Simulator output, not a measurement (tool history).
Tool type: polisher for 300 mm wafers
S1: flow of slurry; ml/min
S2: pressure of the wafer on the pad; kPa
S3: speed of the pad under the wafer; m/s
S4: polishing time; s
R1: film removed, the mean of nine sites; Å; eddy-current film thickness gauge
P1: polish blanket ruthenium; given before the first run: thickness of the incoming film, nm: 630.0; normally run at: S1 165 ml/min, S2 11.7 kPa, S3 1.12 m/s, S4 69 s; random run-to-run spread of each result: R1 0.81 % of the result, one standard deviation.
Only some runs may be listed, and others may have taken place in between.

run     day   S1    S2    S3   S4      R1
  1   0.788  165  11.7  1.12   69  723.71
  2   1.167  165  17.9  1.12   69  1118.9
  3   1.904  165  11.7  1.12   69  726.61
  4   2.642  100  11.7  1.12   69  672.63
  5   3.062  165  11.7  1.12  106  1122.8
  6   3.729  165  15.2  0.56   69  479.69
  7   4.438  165  11.7  1.12   69  729.43
      4.717  -- worn pad replaced by a new one
  8   5.058  165  11.7  0.58   69  378.19
  9   5.688  165   7.6   0.7   69   300.4
 10   6.425  240  11.7  1.12   69  772.55
 11   6.804  165  11.7  1.12   31  333.05
 12   7.546  165  11.7  1.12   69  741.65
 13   8.067  165  11.7  1.12   69  736.97
 14   8.804  165   5.5  1.12   69  350.05
 15   9.321  220  11.7  0.68   69  467.93
 16  10.075  165  11.7   1.6   69  1052.7
 17  10.662  165  11.7  1.12   69  729.69
 18  11.142  165  11.7  1.12   69  698.53
 19  11.612  165  11.7  1.12   69  694.04
 20  12.262  165  11.7  1.12   69  690.11
     12.342  -- worn pad replaced by a new one
 21  12.762  165  11.7  1.12   69  677.78
 22  13.162  165  11.7  1.12   69  680.55
 23  13.888  165  11.7  1.12   69  663.85
 24  14.271  165  11.7  1.12   69   678.9

P1 has crept away from where it was. The log is fitted equally well by each of these 2 causes, at the sizes shown:
A: slurry flow missing at the pad, % = 37.7
B: head's pressure below its setpoint, % = 8.97
The drift started at roughly day 10.662.
The rest of the possible causes, and what rules out each one:
removal rate lost through wear of the pad, %: its service at day 12.342 followed the start of the drift and did not put the process back to its old value

The 4 check runs listed below each average the results of 2 wafers, and their outcomes are marked with question marks. Under which run would the listed causes produce clearly different results?
check 1  14.654  165  17.2  1.12   37   ?
check 2  14.654  165  11.7  0.64  100   ?
check 3  14.654  100  11.7  0.58   69   ?
check 4  14.654  165   5.5   0.8   69   ?

Expected result of each check under each candidate cause:
  check  result    if A    if B
check 1      R1  530.88  530.84
check 2      R1  557.52  557.49
check 3      R1  299.25   315.2
check 4      R1  226.29  226.27
How far apart the two closest causes lie, in the result that separates them most: check 1 0.01 %; check 2 0.01 %; check 3 5.19 %; check 4 0.01 %
Only in check 3 would the causes give clearly different results; in the remaining checks their results would be nearly the same.

Check 3 was carried out, with these results: R1 315.85 Å. Which of the listed causes is responsible?

It was cause B: head's pressure below its setpoint, %.

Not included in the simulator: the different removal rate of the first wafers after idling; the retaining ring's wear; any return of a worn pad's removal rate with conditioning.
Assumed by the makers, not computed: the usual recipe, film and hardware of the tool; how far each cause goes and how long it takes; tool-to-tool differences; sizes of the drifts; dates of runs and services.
